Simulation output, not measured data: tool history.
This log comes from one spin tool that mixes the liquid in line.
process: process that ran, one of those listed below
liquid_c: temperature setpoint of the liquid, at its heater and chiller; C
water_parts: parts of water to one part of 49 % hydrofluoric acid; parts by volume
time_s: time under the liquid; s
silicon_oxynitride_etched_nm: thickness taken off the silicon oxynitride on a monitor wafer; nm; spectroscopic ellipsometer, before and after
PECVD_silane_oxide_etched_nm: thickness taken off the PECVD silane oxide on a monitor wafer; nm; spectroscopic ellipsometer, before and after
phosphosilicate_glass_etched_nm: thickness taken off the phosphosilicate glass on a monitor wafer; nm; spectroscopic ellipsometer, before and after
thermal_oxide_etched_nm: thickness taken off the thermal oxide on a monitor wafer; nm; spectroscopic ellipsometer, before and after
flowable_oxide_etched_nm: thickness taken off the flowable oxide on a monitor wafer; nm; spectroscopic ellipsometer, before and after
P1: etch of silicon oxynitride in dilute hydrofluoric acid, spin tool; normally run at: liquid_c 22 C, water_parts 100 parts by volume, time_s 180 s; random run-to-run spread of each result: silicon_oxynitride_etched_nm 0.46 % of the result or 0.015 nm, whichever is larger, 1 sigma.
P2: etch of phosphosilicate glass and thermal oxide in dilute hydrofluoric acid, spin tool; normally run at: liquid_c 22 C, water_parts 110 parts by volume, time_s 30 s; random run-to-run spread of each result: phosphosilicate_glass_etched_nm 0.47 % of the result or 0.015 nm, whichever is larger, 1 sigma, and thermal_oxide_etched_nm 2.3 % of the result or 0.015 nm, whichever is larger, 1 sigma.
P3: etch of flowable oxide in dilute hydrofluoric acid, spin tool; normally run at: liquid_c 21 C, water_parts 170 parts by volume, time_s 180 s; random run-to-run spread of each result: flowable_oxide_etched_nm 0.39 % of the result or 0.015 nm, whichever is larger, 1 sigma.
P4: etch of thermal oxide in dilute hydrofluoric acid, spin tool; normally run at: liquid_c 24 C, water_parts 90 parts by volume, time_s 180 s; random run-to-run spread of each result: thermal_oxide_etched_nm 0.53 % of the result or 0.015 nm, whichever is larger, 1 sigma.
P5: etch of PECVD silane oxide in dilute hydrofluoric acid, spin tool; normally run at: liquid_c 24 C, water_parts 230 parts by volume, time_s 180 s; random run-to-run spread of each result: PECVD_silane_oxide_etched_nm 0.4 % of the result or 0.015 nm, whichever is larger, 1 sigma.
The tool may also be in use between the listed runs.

| run | hour | process | liquid_c | water_parts | time_s | silicon_oxynitride_etched_nm | PECVD_silane_oxide_etched_nm | phosphosilicate_glass_etched_nm | thermal_oxide_etched_nm | flowable_oxide_etched_nm |
|---|---|---|---|---|---|---|---|---|---|---|
| 1 | 4.3 | P1 | 22 | 100 | 180 | 4.6228 |  |  |  |  |
| 2 | 9.6 | P1 | 22 | 100 | 180 | 4.5885 |  |  |  |  |
| 3 | 14.1 | P5 | 24 | 230 | 30 |  | 3.1413 |  |  |  |
| 4 | 17.4 | P2 | 22 | 110 | 30 |  |  | 42.714 | 1.2178 |  |
| 5 | 22.8 | P1 | 22 | 180 | 180 | 2.4041 |  |  |  |  |
| 6 | 26.1 | P2 | 22 | 110 | 30 |  |  | 42.981 | 1.2106 |  |
| 7 | 29.9 | P4 | 24 | 90 | 180 |  |  |  | 9.7228 |  |
| 8 | 35.8 | P3 | 21 | 170 | 340 |  |  |  |  | 46.75 |
| 9 | 42.7 | P1 | 17 | 100 | 180 | 3.5963 |  |  |  |  |
| 10 | 46.4 | P2 | 22 | 20 | 30 |  |  | 264.87 | 7.2513 |  |
| 11 | 51 | P5 | 24 | 130 | 180 |  | 37.401 |  |  |  |
| 12 | 56.7 | P1 | 22 | 100 | 180 | 4.6433 |  |  |  |  |
| 13 | 61.9 | P2 | 22 | 110 | 15 |  |  | 21.52 | 0.57705 |  |
| 14 | 65.9 | P1 | 22 | 50 | 180 | 9.5413 |  |  |  |  |
| 15 | 72.8 | P1 | 26.5 | 100 | 180 | 5.7436 |  |  |  |  |
| 16 | 76.1 | P1 | 22 | 100 | 320 | 8.1788 |  |  |  |  |
| 17 | 80.5 | P3 | 21 | 170 | 180 |  |  |  |  | 24.946 |
| 18 | 86.5 | P4 | 24 | 20 | 180 |  |  |  | 48.929 |  |
| 19 | 90.8 | P1 | 22 | 100 | 180 | 4.6076 |  |  |  |  |
| 20 | 94.9 | P1 | 27 | 145 | 180 | 3.8763 |  |  |  |  |
| 21 | 99.3 | P3 | 21 | 35 | 180 |  |  |  |  | 140.54 |
| 22 | 104.2 | P4 | 24 | 90 | 275 |  |  |  | 14.954 |  |

Predict the results of run 23:
| 23 | 109.1 | P5 | 17 | 230 | 180 |  | ? |  |  |  |

PECVD_silane_oxide_etched_nm: 14.47 nm

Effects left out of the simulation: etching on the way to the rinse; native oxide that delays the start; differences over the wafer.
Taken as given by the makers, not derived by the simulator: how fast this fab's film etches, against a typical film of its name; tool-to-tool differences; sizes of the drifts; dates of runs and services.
